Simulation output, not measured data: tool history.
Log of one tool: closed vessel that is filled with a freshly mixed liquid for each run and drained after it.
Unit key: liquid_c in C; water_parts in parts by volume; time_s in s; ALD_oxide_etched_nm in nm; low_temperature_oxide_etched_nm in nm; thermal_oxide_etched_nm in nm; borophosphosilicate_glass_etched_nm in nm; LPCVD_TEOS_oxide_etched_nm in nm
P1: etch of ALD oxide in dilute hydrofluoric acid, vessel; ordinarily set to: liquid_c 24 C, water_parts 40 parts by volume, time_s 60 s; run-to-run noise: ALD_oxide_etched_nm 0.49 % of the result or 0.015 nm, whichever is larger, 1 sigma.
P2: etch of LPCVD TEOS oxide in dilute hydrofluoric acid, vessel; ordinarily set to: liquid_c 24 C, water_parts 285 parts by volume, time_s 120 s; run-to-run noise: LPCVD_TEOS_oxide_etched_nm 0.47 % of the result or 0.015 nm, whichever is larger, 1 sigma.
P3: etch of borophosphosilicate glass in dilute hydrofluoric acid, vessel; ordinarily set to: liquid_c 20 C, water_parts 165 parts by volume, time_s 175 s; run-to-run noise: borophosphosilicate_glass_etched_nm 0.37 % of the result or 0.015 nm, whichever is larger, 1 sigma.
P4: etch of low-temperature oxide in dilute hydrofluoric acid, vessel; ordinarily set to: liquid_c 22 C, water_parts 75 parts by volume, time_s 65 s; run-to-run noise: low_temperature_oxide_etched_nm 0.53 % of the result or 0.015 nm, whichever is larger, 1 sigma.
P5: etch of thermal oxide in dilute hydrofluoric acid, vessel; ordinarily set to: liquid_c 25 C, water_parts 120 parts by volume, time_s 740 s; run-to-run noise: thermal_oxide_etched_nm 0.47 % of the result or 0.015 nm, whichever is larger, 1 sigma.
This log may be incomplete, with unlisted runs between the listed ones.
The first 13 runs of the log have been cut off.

run     day  process  liquid_c  water_parts  time_s  ALD_oxide_etched_nm  low_temperature_oxide_etched_nm  thermal_oxide_etched_nm  borophosphosilicate_glass_etched_nm  LPCVD_TEOS_oxide_etched_nm
 14   7.479       P1        24           60      60                15.98
 15   7.975       P3        20           70     175                                                                                                               122.9
 16   8.612       P1        24           40      60               24.929
 17   9.254       P1      17.5           40      60                18.82
      9.275  -- hydrofluoric acid flow meter replaced
 18   9.867       P1        24           40      60               24.668
 19  10.583       P4        22           75      65                                                 9.357
 20  11.158       P1        24           20      60               50.421
 21  11.933       P2        24          285      30                                                                                                                                          4.7697
 22  12.458       P5        25          120    1395                                                                         52.967
 23      13       P2        24          285     120                                                                                                                                          19.105
 24  13.338       P5        25           75     740                                                                         48.063
 25  13.812       P3        20          165     175                                                                                                              46.504
 26  14.504       P1        24           40      95               39.353
 27  15.233       P2        24          285     120                                                                                                                                          19.154
 28  15.767       P1      30.5           60      60               20.874
 29  16.538       P1        24           40      60               24.694
 30  16.892       P4        22           20      65                                                38.189
 31  17.421       P1        24           40      60               24.629
 32  17.971       P1        24           40      60               25.327
 33  18.625       P1        24           40      60               25.783
 34  19.188       P1        24           40      60               25.873
 35  19.604       P1        24           40      60               26.008

Forecast run 36:
 36  20.354       P1        24           40      60                    ?

ALD_oxide_etched_nm: 26.22 nm

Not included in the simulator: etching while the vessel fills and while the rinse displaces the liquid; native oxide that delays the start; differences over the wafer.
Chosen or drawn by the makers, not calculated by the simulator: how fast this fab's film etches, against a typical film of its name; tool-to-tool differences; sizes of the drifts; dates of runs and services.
